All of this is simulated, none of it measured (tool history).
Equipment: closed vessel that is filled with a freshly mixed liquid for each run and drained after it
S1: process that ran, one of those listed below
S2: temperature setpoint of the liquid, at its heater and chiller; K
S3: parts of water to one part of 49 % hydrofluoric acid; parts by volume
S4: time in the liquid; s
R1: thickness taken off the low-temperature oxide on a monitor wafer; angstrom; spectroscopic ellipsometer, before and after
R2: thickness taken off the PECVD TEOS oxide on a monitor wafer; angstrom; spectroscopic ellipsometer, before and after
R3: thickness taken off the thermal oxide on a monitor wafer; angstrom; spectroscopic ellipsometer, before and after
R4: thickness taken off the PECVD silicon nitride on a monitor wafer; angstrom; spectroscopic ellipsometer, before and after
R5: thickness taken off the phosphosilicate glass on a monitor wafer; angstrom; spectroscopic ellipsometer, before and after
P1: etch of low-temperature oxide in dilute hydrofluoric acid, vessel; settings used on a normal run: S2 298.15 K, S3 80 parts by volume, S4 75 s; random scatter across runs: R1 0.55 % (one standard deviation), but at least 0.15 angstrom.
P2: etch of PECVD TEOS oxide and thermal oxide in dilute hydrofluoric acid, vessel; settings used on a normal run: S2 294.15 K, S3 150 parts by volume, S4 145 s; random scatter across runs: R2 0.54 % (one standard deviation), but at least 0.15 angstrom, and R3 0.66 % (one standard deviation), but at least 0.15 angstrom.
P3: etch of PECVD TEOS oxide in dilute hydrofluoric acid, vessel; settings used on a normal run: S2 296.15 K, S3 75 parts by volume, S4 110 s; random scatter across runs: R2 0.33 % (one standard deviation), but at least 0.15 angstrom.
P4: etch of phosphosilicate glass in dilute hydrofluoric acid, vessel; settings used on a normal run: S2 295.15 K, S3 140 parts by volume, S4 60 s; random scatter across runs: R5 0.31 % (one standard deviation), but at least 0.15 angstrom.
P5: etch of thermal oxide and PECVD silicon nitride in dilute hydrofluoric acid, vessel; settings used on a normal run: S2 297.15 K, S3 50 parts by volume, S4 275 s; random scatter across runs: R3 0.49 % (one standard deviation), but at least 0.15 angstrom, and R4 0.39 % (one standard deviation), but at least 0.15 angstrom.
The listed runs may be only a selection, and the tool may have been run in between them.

run	hour	S1	S2	S3	S4	R1	R2	R3	R4	R5
1	11.4	P1	298.15	80	75	173.430				
2	19.2	P2	294.15	65	145		420.89	96.846		
3	33.8	P3	302.15	75	110		320.28			
4	46.1	P1	291.15	20	75	553.040				
5	59.4	P5	302.15	50	275			365.600	132.190	
6	67.7	P1	298.15	80	75	172.090				
7	78.4	P1	298.15	125	75	105.170				
8	85.5	P3	296.15	75	110		250.72			
9	97.2	P3	296.15	35	110		566.60			
10	109.6	P5	297.15	20	275			784.990	231.800	
11	123.0	P3	296.15	75	50		114.61			
12	135.6	P5	297.15	50	275			299.140	95.936	
13	142.5	P1	298.15	80	75	175.210				
14	149.3	P2	294.15	150	145		163.78	38.092		
15	161.5	P4	290.15	140	60					272.73
16	169.0	P2	301.65	150	145		218.47	49.939		
17	176.6	P4	295.15	140	90					502.38
18	187.5	P1	298.15	20	75	754.380				
19	200.4	P2	294.15	150	55		62.94	14.556		
20	213.8	P1	305.15	80	75	226.140				
21	228.2	P4	295.15	220	60					195.50
22	240.3	P1	298.15	80	120	277.330				
23	255.3	P1	291.65	80	125	220.950				
24	266.1	P5	297.15	50	275			299.570	95.992	
25	278.8	P5	297.15	50	35			37.929	12.136	
26	286.3	P1	298.15	80	75	172.930				
27	293.0	P1	292.65	80	75	138.420				
28	299.5	P1	298.15	80	75	172.090				
29	311.9	P1	298.15	80	30	68.505				
30	322.3	P3	296.15	75	110		249.23			
31	333.4	P4	295.15	140	60					333.50
32	346.3	P1	298.15	80	75	173.310				
33	357.9	P1	298.15	80	75	173.460				
34	369.2	P1	298.15	80	75	176.780				
35	382.0	P1	298.15	80	75	179.530				
36	388.7	P1	298.15	80	75	179.700				
37	401.3	P1	298.15	80	75	180.970				
38	415.8	P1	298.15	80	75	182.050				
39	426.4	P1	298.15	80	75	182.930				
40	433.7	P1	298.15	80	75	181.900				
41	447.1	P1	298.15	80	75	183.100				
42	461.4	P1	298.15	80	75	184.170				
43	476.1	P1	298.15	80	75	181.540				
44	487.9	P1	298.15	80	75	182.970				

Compared with where it was, what P1 gives has crept away. Each cause listed below fits the log as well as the rest, at the size given for it:
A: liquid hotter than its thermometer reads (K) = 1.44
B: hydrofluoric acid flow above the setpoint (%) = 5.31
The process output started creeping at around hour 357.9.

Below are 4 check runs, each on a single wafer, with their results shown as question marks. Which of them would tell the listed causes apart, meaning the causes would give clearly different results under it?
check 1	499.7	P4	291.15	140	60					?
check 2	499.7	P2	301.15	150	90		?	?		
check 3	499.7	P5	300.65	50	275			?	?	
check 4	499.7	P3	299.15	45	110		?			

Check results expected under each cause:
check	result	if A	if B
check 1	R5	300.86	301.00
check 2	R2	140.52	141.75
check 2	R3	32.151	32.435
check 3	R3	365.880	365.170
check 3	R4	132.800	127.180
check 4	R2	520.58	518.86
Separation of the two closest causes in each check, using whichever result separates them best: check 1 0.05 %; check 2 0.88 %; check 3 4.32 %; check 4 0.33 %
Only check 3 tells the causes apart: in the others they would give nearly the same result.

Then check 3 was run and gave: R3 365.620 angstrom; R4 132.270 angstrom. Which cause is it?

The cause is A: liquid hotter than its thermometer reads (K).

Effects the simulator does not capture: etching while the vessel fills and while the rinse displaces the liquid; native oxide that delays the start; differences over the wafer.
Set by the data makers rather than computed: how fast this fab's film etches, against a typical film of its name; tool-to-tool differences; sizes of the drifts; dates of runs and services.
